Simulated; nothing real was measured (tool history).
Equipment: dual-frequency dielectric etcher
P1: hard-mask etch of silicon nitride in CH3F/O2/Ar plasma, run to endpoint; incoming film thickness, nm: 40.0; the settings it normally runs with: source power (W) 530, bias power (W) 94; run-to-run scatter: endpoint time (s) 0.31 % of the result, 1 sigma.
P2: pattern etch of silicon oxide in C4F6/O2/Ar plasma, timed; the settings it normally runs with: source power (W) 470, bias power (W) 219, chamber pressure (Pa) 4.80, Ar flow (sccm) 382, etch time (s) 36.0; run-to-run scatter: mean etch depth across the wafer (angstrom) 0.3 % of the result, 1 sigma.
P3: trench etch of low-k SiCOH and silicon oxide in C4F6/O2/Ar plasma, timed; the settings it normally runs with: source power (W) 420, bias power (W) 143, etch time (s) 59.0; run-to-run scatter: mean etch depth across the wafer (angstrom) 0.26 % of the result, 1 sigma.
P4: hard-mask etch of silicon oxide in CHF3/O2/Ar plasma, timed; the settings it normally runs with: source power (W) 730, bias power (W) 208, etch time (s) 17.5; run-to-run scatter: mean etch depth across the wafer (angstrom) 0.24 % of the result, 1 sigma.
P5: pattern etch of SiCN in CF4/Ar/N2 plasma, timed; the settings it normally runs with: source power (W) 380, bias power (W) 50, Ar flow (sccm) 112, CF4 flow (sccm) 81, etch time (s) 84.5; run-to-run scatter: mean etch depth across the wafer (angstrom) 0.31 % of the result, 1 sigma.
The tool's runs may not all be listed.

| run | hour | process that ran | source power (W) | bias power (W) | Ar flow (sccm) | CF4 flow (sccm) | etch time (s) | chamber pressure (Pa) | hours since the last wet clean | hours since the last source power generator calibration | hours since the last bias power generator calibration | endpoint time (s) | mean etch depth across the wafer (angstrom) |
|---|---|---|---|---|---|---|---|---|---|---|---|---|---|
| 1 | 6.3 | P1 | 530 | 94 |  |  |  |  | 341.5 | 2014.2 | 2627.5 | 49.054 |  |
| 2 | 11.0 | P5 | 380 | 69 | 112 | 81 | 84.5 |  | 346.2 | 2018.9 | 2632.2 |  | 647.60 |
| 3 | 18.1 | P3 | 300 | 143 |  |  | 59.0 |  | 353.3 | 2026.0 | 2639.3 |  | 1568.10 |
| 4 | 21.9 | P3 | 420 | 200 |  |  | 59.0 |  | 357.1 | 2029.8 | 2643.1 |  | 1982.80 |
| 5 | 28.8 | P1 | 530 | 94 |  |  |  |  | 364.0 | 2036.7 | 2650.0 | 48.927 |  |
| 6 | 37.0 | P1 | 530 | 94 |  |  |  |  | 372.2 | 2044.9 | 2658.2 | 48.728 |  |
| 7 | 43.8 | P1 | 530 | 58 |  |  |  |  | 379.0 | 2051.7 | 2665.0 | 57.534 |  |
| 8 | 51.5 | P2 | 370 | 219 | 382 |  | 36.0 | 4.80 | 386.7 | 2059.4 | 2672.7 |  | 1145.50 |
| 9 | 56.0 | P5 | 380 | 50 | 84 | 81 | 84.5 |  | 391.2 | 2063.9 | 2677.2 |  | 602.78 |
|  | 56.6 | source power generator calibrated |
| 10 | 62.7 | P2 | 470 | 219 | 382 |  | 36.0 | 4.80 | 397.9 | 6.1 | 2683.9 |  | 1253.60 |
|  | 65.1 | bias power generator calibrated |
| 11 | 69.7 | P5 | 280 | 50 | 112 | 81 | 84.5 |  | 404.9 | 13.1 | 4.7 |  | 441.64 |
| 12 | 77.1 | P2 | 470 | 219 | 382 |  | 36.0 | 4.80 | 412.3 | 20.5 | 12.1 |  | 1257.00 |
| 13 | 81.3 | P1 | 530 | 94 |  |  |  |  | 416.5 | 24.7 | 16.3 | 48.709 |  |
| 14 | 86.6 | P4 | 730 | 264 |  |  | 17.5 |  | 421.8 | 30.0 | 21.6 |  | 425.37 |
| 15 | 93.8 | P2 | 470 | 219 | 382 |  | 36.0 | 6.07 | 429.0 | 37.2 | 28.8 |  | 1217.10 |
| 16 | 100.3 | P1 | 690 | 94 |  |  |  |  | 435.5 | 43.7 | 35.3 | 44.255 |  |
| 17 | 108.5 | P5 | 380 | 50 | 112 | 81 | 62.5 |  | 443.7 | 51.9 | 43.5 |  | 428.43 |
| 18 | 114.4 | P1 | 400 | 120 |  |  |  |  | 449.6 | 57.8 | 49.4 | 49.298 |  |
| 19 | 121.8 | P1 | 530 | 122 |  |  |  |  | 457.0 | 65.2 | 56.8 | 44.538 |  |
| 20 | 128.0 | P5 | 380 | 50 | 112 | 81 | 84.5 |  | 463.2 | 71.4 | 63.0 |  | 572.77 |
| 21 | 136.2 | P3 | 420 | 143 |  |  | 59.0 |  | 471.4 | 79.6 | 71.2 |  | 1782.90 |

Run 22, settings as shown, results not yet in. Your forecast:
| 22 | 143.2 | P3 | 420 | 143 |  |  | 59.0 |  | 478.4 | 86.6 | 78.2 |  | ? |

{"run 22": {"mean etch depth across the wafer (angstrom)": 1784.2}}
